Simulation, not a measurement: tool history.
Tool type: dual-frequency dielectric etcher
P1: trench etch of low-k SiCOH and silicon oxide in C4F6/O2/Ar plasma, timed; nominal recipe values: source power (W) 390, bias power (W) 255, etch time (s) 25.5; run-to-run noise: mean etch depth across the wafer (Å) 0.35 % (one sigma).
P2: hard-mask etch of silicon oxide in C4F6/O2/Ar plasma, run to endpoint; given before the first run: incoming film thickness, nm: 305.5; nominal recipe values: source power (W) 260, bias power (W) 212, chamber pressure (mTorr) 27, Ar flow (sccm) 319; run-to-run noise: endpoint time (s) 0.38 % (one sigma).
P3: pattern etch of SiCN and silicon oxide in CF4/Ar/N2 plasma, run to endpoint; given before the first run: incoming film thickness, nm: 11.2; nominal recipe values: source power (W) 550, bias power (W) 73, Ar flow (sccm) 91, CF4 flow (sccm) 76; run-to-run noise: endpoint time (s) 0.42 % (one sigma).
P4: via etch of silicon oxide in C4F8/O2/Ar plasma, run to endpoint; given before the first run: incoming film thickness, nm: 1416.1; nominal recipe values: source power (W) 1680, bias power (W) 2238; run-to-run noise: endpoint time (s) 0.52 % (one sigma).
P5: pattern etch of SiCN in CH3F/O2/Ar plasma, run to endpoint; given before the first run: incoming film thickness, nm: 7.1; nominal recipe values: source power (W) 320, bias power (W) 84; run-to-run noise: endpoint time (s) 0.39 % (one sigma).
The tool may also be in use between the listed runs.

run,day,process that ran,source power (W),bias power (W),etch time (s),chamber pressure (mTorr),Ar flow (sccm),CF4 flow (sccm),hours since the last wet clean,hours since the last source power generator calibration,hours since the last bias power generator calibration,mean etch depth across the wafer (Å),endpoint time (s)
1,0.162,P1,390,255,25.5,,,,116.7,619.3,1750.5,875.46,
2,0.479,P1,390,318,14,,,,124.3,626.9,1758.1,521.35,
3,0.754,P1,390,255,25.5,,,,130.9,633.5,1764.7,884.49,
4,0.933,P5,230,84,,,,,135.2,637.8,1769,,22.118
5,1.25,P4,1680,2994,,,,,142.8,645.4,1776.6,,265.89
6,1.396,P1,390,340,25.5,,,,146.3,648.9,1780.1,970.74,
7,1.583,P2,260,212,,27,319,,150.8,653.4,1784.6,,107.93
8,1.771,P3,550,73,,,118,76,155.3,657.9,1789.1,,11.159
9,1.925,P1,390,255,25.5,,,,159,661.6,1792.8,886.41,
# day 2.079: source power generator calibrated
10,2.167,P2,260,212,,27,438,,164.8,2.1,1798.6,,112.06
11,2.371,P1,390,255,33.5,,,,169.7,7,1803.5,1154.7,
12,2.654,P1,520,255,25.5,,,,176.5,13.8,1810.3,985.21,
13,2.812,P5,320,62,,,,,180.3,17.6,1814.1,,21.774
# day 2.962: bias power generator calibrated
14,3.012,P2,260,159,,27,319,,185.1,22.4,1.3,,118.74
15,3.283,P3,550,73,,,91,46,191.6,28.9,7.8,,11.668
16,3.508,P1,390,255,25.5,,,,197,34.3,13.2,881.92,
17,3.738,P1,270,255,25.5,,,,202.5,39.8,18.7,764.2,
18,3.996,P1,240,186,25.5,,,,208.7,46,24.9,656.01,
19,4.162,P4,1680,2238,,,,,212.7,50,28.9,,290.46
20,4.35,P3,550,73,,,91,76,217.2,54.5,33.4,,10.806
21,4.529,P1,390,255,18,,,,221.5,58.8,37.7,616.51,
22,4.692,P2,160,212,,27,319,,225.4,62.7,41.6,,129.78
23,4.854,P3,390,73,,,91,76,229.3,66.6,45.5,,14.714
24,5.112,P1,390,196,25.5,,,,235.5,72.8,51.7,805.14,
25,5.417,P3,550,73,,,91,76,242.8,80.1,59,,10.808
26,5.629,P2,260,212,,37.5,319,,247.9,85.2,64.1,,112.09
27,5.879,P3,550,52,,,91,76,253.9,91.2,70.1,,11.935
28,6.171,P1,390,255,25.5,,,,260.9,98.2,77.1,879.42,
29,6.492,P5,320,84,,,,,268.6,105.9,84.8,,19.426
30,6.775,P1,390,304,18.5,,,,275.4,112.7,91.6,681.13,
31,6.95,P4,1030,2238,,,,,279.6,116.9,95.8,,350.56
32,7.242,P1,390,255,25.5,,,,286.6,123.9,102.8,882.75,
33,7.417,P1,390,255,25.5,,,,290.8,128.1,107,875.66,
34,7.579,P1,390,255,25.5,,,,294.7,132,110.9,874.5,
35,7.838,P1,390,255,25.5,,,,300.9,138.2,117.1,869.53,
36,8.008,P1,390,255,25.5,,,,305,142.3,121.2,871.65,
37,8.279,P1,390,255,25.5,,,,311.5,148.8,127.7,867.04,
# day 8.317: wet clean of the chamber
38,8.529,P1,390,255,25.5,,,,5.2,154.8,133.7,866.71,
39,8.788,P1,390,255,25.5,,,,11.4,161,139.9,864.48,
40,9.075,P1,390,255,25.5,,,,18.3,167.9,146.8,862.83,
41,9.229,P1,390,255,25.5,,,,22,171.6,150.5,867.31,

Something has made what P1 gives creep away from where it was; the 2 causes below, each at its own stated size, fit the log equally well:
A: source power that arrives under what is set, % = 4.43
B: bias power that arrives under what is set, % = 4.99
Onset of the creep was near day 7.242.
All other causes, with the reason each is excluded:
chamber walls in a state that lowers the etch rate, %: its service at day 8.317 followed the start of the drift and did not put the process back to its old value

You are offered 4 check runs, listed below with question marks in place of their results; each one averages 2 wafers. Which run separates the listed causes by giving clearly different results for each?
check 1,9.383,P4,1040,2577,,,,,,,,,?
check 2,9.383,P3,550,73,,,107,46,,,,,?
check 3,9.383,P2,180,181,,27,319,,,,,,?
check 4,9.383,P5,250,67,,,,,,,,,?

Check results expected under each cause:
check,result,if A,if B
check 1,endpoint time (s),340.5,339.98
check 2,endpoint time (s),12.464,12.202
check 3,endpoint time (s),133.45,133.41
check 4,endpoint time (s),23.638,23.671
How far apart the two closest causes lie, in the result that separates them most: check 1 0.15 %; check 2 2.12 %; check 3 0.03 %; check 4 0.14 %
Check 2 is the one run that separates the causes; every other check would come out nearly the same whichever cause is at work.

Check 2 has now been run. It gave: endpoint time (s) 12.447. Which of the candidate causes is it?

The cause is A: source power that arrives under what is set, %.
